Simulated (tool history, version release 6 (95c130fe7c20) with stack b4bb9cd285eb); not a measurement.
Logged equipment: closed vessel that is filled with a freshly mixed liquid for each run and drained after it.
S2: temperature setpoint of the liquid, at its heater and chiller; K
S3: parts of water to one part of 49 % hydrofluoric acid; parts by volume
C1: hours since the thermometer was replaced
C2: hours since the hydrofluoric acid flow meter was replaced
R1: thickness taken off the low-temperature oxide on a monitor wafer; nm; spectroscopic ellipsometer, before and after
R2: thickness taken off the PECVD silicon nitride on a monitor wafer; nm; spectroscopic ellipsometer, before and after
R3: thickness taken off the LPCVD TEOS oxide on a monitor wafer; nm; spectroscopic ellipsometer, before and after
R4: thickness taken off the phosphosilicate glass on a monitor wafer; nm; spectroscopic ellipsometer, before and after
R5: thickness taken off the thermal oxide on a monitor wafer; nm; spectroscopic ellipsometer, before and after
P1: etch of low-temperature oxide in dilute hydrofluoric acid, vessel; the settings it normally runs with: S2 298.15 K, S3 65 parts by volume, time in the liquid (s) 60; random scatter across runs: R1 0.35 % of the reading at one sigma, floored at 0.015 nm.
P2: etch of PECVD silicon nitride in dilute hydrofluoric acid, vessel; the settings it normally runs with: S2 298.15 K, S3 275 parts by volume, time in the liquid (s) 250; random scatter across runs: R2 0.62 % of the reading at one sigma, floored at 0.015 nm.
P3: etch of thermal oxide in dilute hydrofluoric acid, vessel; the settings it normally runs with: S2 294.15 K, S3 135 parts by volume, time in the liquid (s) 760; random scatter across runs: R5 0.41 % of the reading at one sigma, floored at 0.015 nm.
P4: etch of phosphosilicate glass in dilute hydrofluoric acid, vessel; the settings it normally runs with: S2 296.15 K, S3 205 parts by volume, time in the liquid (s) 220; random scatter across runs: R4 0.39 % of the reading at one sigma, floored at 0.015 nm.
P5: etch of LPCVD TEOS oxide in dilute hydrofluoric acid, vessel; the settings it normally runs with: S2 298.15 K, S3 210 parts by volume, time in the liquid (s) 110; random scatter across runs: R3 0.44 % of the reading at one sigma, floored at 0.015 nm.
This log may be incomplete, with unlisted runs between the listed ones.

Run 1, hour 7.8: process that ran P1, S2 298.15 K, S3 65 parts by volume, time in the liquid (s) 60; C1 240.5; C2 404.9. Result: R1 13.1270 nm.
Run 2, hour 15.7: process that ran P2, S2 298.15 K, S3 275 parts by volume, time in the liquid (s) 250; C1 248.4; C2 412.8. Result: R2 4.9173 nm.
Run 3, hour 22.0: process that ran P1, S2 298.15 K, S3 65 parts by volume, time in the liquid (s) 60; C1 254.7; C2 419.1. Result: R1 13.1410 nm.
Run 4, hour 27.2: process that ran P2, S2 298.15 K, S3 275 parts by volume, time in the liquid (s) 460; C1 259.9; C2 424.3. Result: R2 8.9921 nm.
Run 5, hour 35.1: process that ran P2, S2 291.15 K, S3 275 parts by volume, time in the liquid (s) 250; C1 267.8; C2 432.2. Result: R2 3.1504 nm.
Run 6, hour 42.5: process that ran P5, S2 298.15 K, S3 210 parts by volume, time in the liquid (s) 35; C1 275.2; C2 439.6. Result: R3 7.623 nm.
Run 7, hour 47.2: process that ran P1, S2 306.15 K, S3 65 parts by volume, time in the liquid (s) 60; C1 279.9; C2 444.3. Result: R1 17.9720 nm.
Run 8, hour 53.5: process that ran P2, S2 298.15 K, S3 135 parts by volume, time in the liquid (s) 250; C1 286.2; C2 450.6. Result: R2 10.0940 nm.
At hour 60.3: thermometer replaced.
Run 9, hour 60.6: process that ran P5, S2 290.65 K, S3 210 parts by volume, time in the liquid (s) 110; C1 0.3; C2 457.7. Result: R3 18.155 nm.
Run 10, hour 64.4: process that ran P4, S2 296.15 K, S3 205 parts by volume, time in the liquid (s) 220; C1 4.1; C2 461.5. Result: R4 54.935 nm.
Run 11, hour 69.4: process that ran P3, S2 294.15 K, S3 135 parts by volume, time in the liquid (s) 45; C1 9.1; C2 466.5. Result: R5 1.3598 nm.
Run 12, hour 77.0: process that ran P1, S2 298.15 K, S3 65 parts by volume, time in the liquid (s) 100; C1 16.7; C2 474.1. Result: R1 21.9450 nm.
Run 13, hour 83.2: process that ran P4, S2 296.15 K, S3 45 parts by volume, time in the liquid (s) 220; C1 22.9; C2 480.3. Result: R4 301.360 nm.
Run 14, hour 89.5: process that ran P5, S2 298.15 K, S3 360 parts by volume, time in the liquid (s) 110; C1 29.2; C2 486.6. Result: R3 11.975 nm.
Run 15, hour 93.2: process that ran P1, S2 298.15 K, S3 65 parts by volume, time in the liquid (s) 60; C1 32.9; C2 490.3. Result: R1 13.1020 nm.
Run 16, hour 99.0: process that ran P5, S2 298.15 K, S3 210 parts by volume, time in the liquid (s) 110; C1 38.7; C2 496.1. Result: R3 23.923 nm.
Run 17, hour 102.6: process that ran P1, S2 298.15 K, S3 65 parts by volume, time in the liquid (s) 60; C1 42.3; C2 499.7. Result: R1 13.0960 nm.
Run 18, hour 107.1: process that ran P1, S2 298.15 K, S3 110 parts by volume, time in the liquid (s) 60; C1 46.8; C2 504.2. Result: R1 7.2959 nm.
Run 19, hour 112.0: process that ran P3, S2 294.15 K, S3 135 parts by volume, time in the liquid (s) 760; C1 51.7; C2 509.1. Result: R5 23.1660 nm.
Run 20, hour 115.9: process that ran P4, S2 296.15 K, S3 205 parts by volume, time in the liquid (s) 220; C1 55.6; C2 513.0. Result: R4 55.179 nm.
Run 21, hour 121.1: process that ran P3, S2 294.15 K, S3 210 parts by volume, time in the liquid (s) 760; C1 60.8; C2 518.2. Result: R5 13.7710 nm.
Run 22, hour 127.1: process that ran P1, S2 298.15 K, S3 65 parts by volume, time in the liquid (s) 60; C1 66.8; C2 524.2. Result: R1 13.1940 nm.
Run 23, hour 131.7: process that ran P3, S2 290.15 K, S3 135 parts by volume, time in the liquid (s) 760; C1 71.4; C2 528.8. Result: R5 19.6410 nm.

Estimate the outcome of run 24 from the log above:
Run 24, hour 139.4: process that ran P1, S2 298.15 K, S3 65 parts by volume, time in the liquid (s) 60; C1 79.1; C2 536.5. Result: R1 ?.

R1: 13.1620 nm

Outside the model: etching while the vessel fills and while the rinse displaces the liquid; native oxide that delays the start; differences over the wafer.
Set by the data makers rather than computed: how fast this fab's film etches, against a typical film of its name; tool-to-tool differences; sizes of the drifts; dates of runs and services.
